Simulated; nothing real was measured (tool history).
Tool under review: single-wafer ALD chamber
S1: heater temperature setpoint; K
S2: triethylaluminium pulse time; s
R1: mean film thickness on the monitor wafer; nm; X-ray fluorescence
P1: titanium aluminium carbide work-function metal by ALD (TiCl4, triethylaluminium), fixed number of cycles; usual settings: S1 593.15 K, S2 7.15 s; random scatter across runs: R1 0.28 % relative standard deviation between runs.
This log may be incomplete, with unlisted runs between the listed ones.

run	hour	S1	S2	R1
1	4.8	593.15	7.15	2.0478
2	8.5	581.15	2.68	1.2842
3	11.6	580.15	10.75	2.0621
4	16.6	593.15	3.16	1.4897
5	19.3	617.15	7.15	2.2426
6	22.8	593.15	11.25	2.1872
7	27.2	573.15	3.46	1.4318
8	31.4	568.15	7.15	1.8408
9	34.0	593.15	7.15	2.0477
10	39.2	593.15	7.15	2.0569
11	44.5	593.15	7.15	2.0510
12	47.6	593.15	7.15	2.0474
13	51.0	593.15	7.15	2.0325
14	55.2	593.15	7.15	2.0232
15	59.9	593.15	7.15	2.0205
16	64.3	593.15	7.15	2.0057
17	67.3	593.15	7.15	2.0068
18	70.2	593.15	7.15	2.0193
19	73.3	593.15	7.15	2.0146
20	76.1	593.15	7.15	2.0177
21	78.8	593.15	7.15	2.0116

The log shows P1 creeping away from where it was. Any of the 2 causes listed here, at the size stated for it, fits the log just as well as the others:
A: triethylaluminium dose below that of a fresh bottle (%) = 7.29
B: wafer temperature below the value expected at the setpoint (K) = 4.52
Onset of the creep was near hour 47.6.

The check runs listed below each take one wafer, and their results are still question marks. Under which run would the listed causes lead to clearly different results?
check 1	81.5	578.15	7.15	?
check 2	81.5	581.15	8.77	?
check 3	81.5	574.15	7.15	?
check 4	81.5	616.15	3.33	?

Predicted outcomes, by check and by cause:
check	result	if A	if B
check 1	R1	1.8879	1.8860
check 2	R1	1.9996	1.9865
check 3	R1	1.8557	1.8534
check 4	R1	1.6033	1.6427
Distance between the nearest two causes, measured in the result of the check that separates them most: check 1 0.1 %; check 2 0.66 %; check 3 0.13 %; check 4 2.43 %
Check 4 is the one run that separates the causes; every other check would come out nearly the same whichever cause is at work.

Check 4 has now been run. It gave: R1 1.6448 nm. Which of the candidate causes is it?

It is B: wafer temperature below the value expected at the setpoint (K).

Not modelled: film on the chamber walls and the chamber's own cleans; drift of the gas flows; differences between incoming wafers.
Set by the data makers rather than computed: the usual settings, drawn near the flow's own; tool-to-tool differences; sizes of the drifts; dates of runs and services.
